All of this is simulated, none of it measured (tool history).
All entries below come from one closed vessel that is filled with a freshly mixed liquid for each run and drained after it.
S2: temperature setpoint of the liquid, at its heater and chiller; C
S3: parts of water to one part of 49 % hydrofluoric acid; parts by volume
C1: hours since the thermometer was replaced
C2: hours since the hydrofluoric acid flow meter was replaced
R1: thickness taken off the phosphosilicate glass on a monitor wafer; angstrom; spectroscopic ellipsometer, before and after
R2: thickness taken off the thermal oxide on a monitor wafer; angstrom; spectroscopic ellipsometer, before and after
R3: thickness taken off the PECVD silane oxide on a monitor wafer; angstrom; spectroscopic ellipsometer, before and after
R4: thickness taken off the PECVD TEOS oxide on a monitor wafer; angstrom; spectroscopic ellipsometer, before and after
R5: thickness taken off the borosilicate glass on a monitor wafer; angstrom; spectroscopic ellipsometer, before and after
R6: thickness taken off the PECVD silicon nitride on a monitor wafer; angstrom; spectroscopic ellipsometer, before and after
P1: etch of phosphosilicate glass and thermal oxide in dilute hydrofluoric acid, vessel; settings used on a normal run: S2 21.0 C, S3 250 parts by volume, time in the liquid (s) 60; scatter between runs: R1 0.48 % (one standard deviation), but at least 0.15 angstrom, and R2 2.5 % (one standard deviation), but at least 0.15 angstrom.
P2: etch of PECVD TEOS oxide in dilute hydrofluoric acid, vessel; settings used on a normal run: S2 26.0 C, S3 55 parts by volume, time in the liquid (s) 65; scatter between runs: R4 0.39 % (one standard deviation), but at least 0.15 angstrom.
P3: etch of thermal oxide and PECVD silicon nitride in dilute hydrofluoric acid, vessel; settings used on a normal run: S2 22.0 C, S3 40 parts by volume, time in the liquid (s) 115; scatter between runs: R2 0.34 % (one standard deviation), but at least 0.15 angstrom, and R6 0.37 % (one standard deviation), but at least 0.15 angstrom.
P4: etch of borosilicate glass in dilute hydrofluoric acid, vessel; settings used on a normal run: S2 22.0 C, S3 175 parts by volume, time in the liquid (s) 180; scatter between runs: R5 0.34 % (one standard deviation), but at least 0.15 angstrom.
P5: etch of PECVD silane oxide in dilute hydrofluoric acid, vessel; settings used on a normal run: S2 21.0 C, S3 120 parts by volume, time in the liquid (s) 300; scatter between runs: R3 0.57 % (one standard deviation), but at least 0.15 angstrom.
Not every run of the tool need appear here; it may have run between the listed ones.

run 1 day=0.183 | process_that_ran=P1 S2=21.0 S3=250 time_in_the_liquid_(s)=60 | C1=795.1 C2=1192.4 | R1=139.000 R2=8.6172
run 2 day=0.317 | process_that_ran=P5 S2=21.0 S3=120 time_in_the_liquid_(s)=300 | C1=798.3 C2=1195.6 | R3=473.38
run 3 day=0.408 | process_that_ran=P2 S2=26.0 S3=55 time_in_the_liquid_(s)=65 | C1=800.5 C2=1197.8 | R4=151.07
run 4 day=0.579 | process_that_ran=P1 S2=27.0 S3=355 time_in_the_liquid_(s)=60 | C1=804.6 C2=1201.9 | R1=108.850 R2=6.7670
run 5 day=0.762 | process_that_ran=P5 S2=24.5 S3=120 time_in_the_liquid_(s)=300 | C1=809.0 C2=1206.3 | R3=539.42
run 6 day=0.958 | process_that_ran=P1 S2=21.0 S3=250 time_in_the_liquid_(s)=60 | C1=813.7 C2=1211.0 | R1=139.410 R2=8.5839
run 7 day=1.146 | process_that_ran=P1 S2=21.0 S3=250 time_in_the_liquid_(s)=105 | C1=818.2 C2=1215.5 | R1=246.730 R2=15.6810
run 8 day=1.338 | process_that_ran=P2 S2=26.0 S3=55 time_in_the_liquid_(s)=105 | C1=822.8 C2=1220.1 | R4=242.77
run 9 day=1.508 | process_that_ran=P4 S2=30.0 S3=175 time_in_the_liquid_(s)=180 | C1=826.9 C2=1224.2 | R5=529.27
run 10 day=1.654 | process_that_ran=P3 S2=22.0 S3=20 time_in_the_liquid_(s)=115 | C1=830.4 C2=1227.7 | R2=281.3000 R6=115.150
run 11 day=1.858 | process_that_ran=P2 S2=26.0 S3=55 time_in_the_liquid_(s)=65 | C1=835.3 C2=1232.6 | R4=150.02
run 12 day=2.046 | process_that_ran=P1 S2=21.0 S3=250 time_in_the_liquid_(s)=60 | C1=839.8 C2=1237.1 | R1=141.510 R2=8.3352
run 13 day=2.162 | process_that_ran=P4 S2=22.0 S3=90 time_in_the_liquid_(s)=180 | C1=842.6 C2=1239.9 | R5=843.00
run 14 day=2.354 | process_that_ran=P4 S2=22.0 S3=175 time_in_the_liquid_(s)=180 | C1=847.2 C2=1244.5 | R5=394.66
run 15 day=2.546 | process_that_ran=P4 S2=22.0 S3=175 time_in_the_liquid_(s)=265 | C1=851.8 C2=1249.1 | R5=573.12
run 16 day=2.721 | process_that_ran=P1 S2=21.0 S3=250 time_in_the_liquid_(s)=60 | C1=856.0 C2=1253.3 | R1=139.740 R2=8.7643
run 17 day=2.900 | process_that_ran=P1 S2=17.0 S3=250 time_in_the_liquid_(s)=60 | C1=860.3 C2=1257.6 | R1=120.110 R2=7.2333
run 18 day=3.046 | process_that_ran=P1 S2=21.0 S3=250 time_in_the_liquid_(s)=30 | C1=863.8 C2=1261.1 | R1=70.180 R2=3.9506
run 19 day=3.192 | process_that_ran=P5 S2=21.0 S3=120 time_in_the_liquid_(s)=300 | C1=867.3 C2=1264.6 | R3=471.06
run 20 day=3.292 | process_that_ran=P1 S2=21.0 S3=45 time_in_the_liquid_(s)=60 | C1=869.7 C2=1267.0 | R1=963.450 R2=59.1760
run 21 day=3.462 | process_that_ran=P3 S2=27.0 S3=40 time_in_the_liquid_(s)=115 | C1=873.8 C2=1271.1 | R2=168.2400 R6=83.458
run 22 day=3.654 | process_that_ran=P5 S2=21.0 S3=210 time_in_the_liquid_(s)=300 | C1=878.4 C2=1275.7 | R3=248.36
run 23 day=3.762 | process_that_ran=P1 S2=28.0 S3=250 time_in_the_liquid_(s)=60 | C1=881.0 C2=1278.3 | R1=179.160 R2=11.2290
run 24 day=3.929 | process_that_ran=P3 S2=22.0 S3=40 time_in_the_liquid_(s)=30 | C1=885.0 C2=1282.3 | R2=35.8600 R6=15.875
run 25 day=4.125 | process_that_ran=P1 S2=24.5 S3=250 time_in_the_liquid_(s)=30 | C1=889.7 C2=1287.0 | R1=80.028 R2=4.7537
run 26 day=4.217 | process_that_ran=P3 S2=22.0 S3=40 time_in_the_liquid_(s)=115 | C1=891.9 C2=1289.2 | R2=135.9100 R6=58.924
run 27 day=4.421 | process_that_ran=P3 S2=22.0 S3=40 time_in_the_liquid_(s)=115 | C1=896.8 C2=1294.1 | R2=137.0100 R6=59.309
run 28 day=4.529 | process_that_ran=P2 S2=26.0 S3=20 time_in_the_liquid_(s)=65 | C1=899.4 C2=1296.7 | R4=432.98
run 29 day=4.692 | process_that_ran=P1 S2=21.0 S3=250 time_in_the_liquid_(s)=60 | C1=903.3 C2=1300.6 | R1=141.690 R2=8.4783
run 30 day=4.825 | process_that_ran=P2 S2=31.5 S3=55 time_in_the_liquid_(s)=65 | C1=906.5 C2=1303.8 | R4=186.09
run 31 day=4.942 | process_that_ran=P1 S2=21.0 S3=385 time_in_the_liquid_(s)=60 | C1=909.3 C2=1306.6 | R1=80.181 R2=4.9562
run 32 day=5.088 | process_that_ran=P5 S2=21.0 S3=120 time_in_the_liquid_(s)=590 | C1=912.8 C2=1310.1 | R3=926.51
run 33 day=5.233 | process_that_ran=P1 S2=21.0 S3=250 time_in_the_liquid_(s)=60 | C1=916.3 C2=1313.6 | R1=139.810 R2=8.0421
run 34 day=5.350 | process_that_ran=P1 S2=21.0 S3=250 time_in_the_liquid_(s)=60 | C1=919.1 C2=1316.4 | R1=143.700 R2=8.9276
run 35 day=5.542 | process_that_ran=P1 S2=21.0 S3=250 time_in_the_liquid_(s)=60 | C1=923.7 C2=1321.0 | R1=144.160 R2=8.6290
run 36 day=5.712 | process_that_ran=P1 S2=21.0 S3=250 time_in_the_liquid_(s)=60 | C1=927.8 C2=1325.1 | R1=147.520 R2=9.3445
run 37 day=5.871 | process_that_ran=P1 S2=21.0 S3=250 time_in_the_liquid_(s)=60 | C1=931.6 C2=1328.9 | R1=145.840 R2=9.3792
run 38 day=6.021 | process_that_ran=P1 S2=21.0 S3=250 time_in_the_liquid_(s)=60 | C1=935.2 C2=1332.5 | R1=147.110 R2=8.8393
run 39 day=6.125 | process_that_ran=P1 S2=21.0 S3=250 time_in_the_liquid_(s)=60 | C1=937.7 C2=1335.0 | R1=147.610 R2=8.8896
run 40 day=6.217 | process_that_ran=P1 S2=21.0 S3=250 time_in_the_liquid_(s)=60 | C1=939.9 C2=1337.2 | R1=147.430 R2=8.6444
run 41 day=6.354 | process_that_ran=P1 S2=21.0 S3=250 time_in_the_liquid_(s)=60 | C1=943.2 C2=1340.5 | R1=146.740 R2=9.1309
run 42 day=6.508 | process_that_ran=P1 S2=21.0 S3=250 time_in_the_liquid_(s)=60 | C1=946.9 C2=1344.2 | R1=147.320 R2=9.2280
run 43 day=6.662 | process_that_ran=P1 S2=21.0 S3=250 time_in_the_liquid_(s)=60 | C1=950.6 C2=1347.9 | R1=147.850 R2=9.0050

P1 has crept away from where it was. The log is fitted equally well by each of these 2 causes, at the sizes shown:
A: liquid hotter than its thermometer reads (K) = 1.44
B: hydrofluoric acid flow above the setpoint (%) = 4.37
The process output started creeping at around day 5.233.

Question marks stand in for the results of the 4 check runs listed below, each run on one wafer. Under which run would the listed causes show clearly different results?
run check 1 day=6.817 | process_that_ran=P3 S2=27.0 S3=40 time_in_the_liquid_(s)=75 | R2=? R6=?
run check 2 day=6.817 | process_that_ran=P4 S2=22.0 S3=125 time_in_the_liquid_(s)=180 | R5=?
run check 3 day=6.817 | process_that_ran=P5 S2=21.0 S3=200 time_in_the_liquid_(s)=300 | R3=?
run check 4 day=6.817 | process_that_ran=P2 S2=29.5 S3=55 time_in_the_liquid_(s)=65 | R4=?

What every check run would give for each of its results, assuming each possible cause in turn:
check=check_1 result=R2 if_A=116.1600 if_B=114.6600
check=check_1 result=R6 if_A=59.721 if_B=56.623
check=check_2 result=R5 if_A=614.58 if_B=609.65
check=check_3 result=R3 if_A=276.52 if_B=275.58
check=check_4 result=R4 if_A=182.39 if_B=180.59
Per-check spread between the two closest causes, in the result where they differ most: check 1 5.33 %; check 2 0.81 %; check 3 0.34 %; check 4 0.99 %
Check 1 is the one run that separates the causes; every other check would come out nearly the same whichever cause is at work.

Then check 1 was run and gave: R2 114.8200 angstrom; R6 56.447 angstrom. Which cause is it?

The correct cause is B, namely: hydrofluoric acid flow above the setpoint (%).

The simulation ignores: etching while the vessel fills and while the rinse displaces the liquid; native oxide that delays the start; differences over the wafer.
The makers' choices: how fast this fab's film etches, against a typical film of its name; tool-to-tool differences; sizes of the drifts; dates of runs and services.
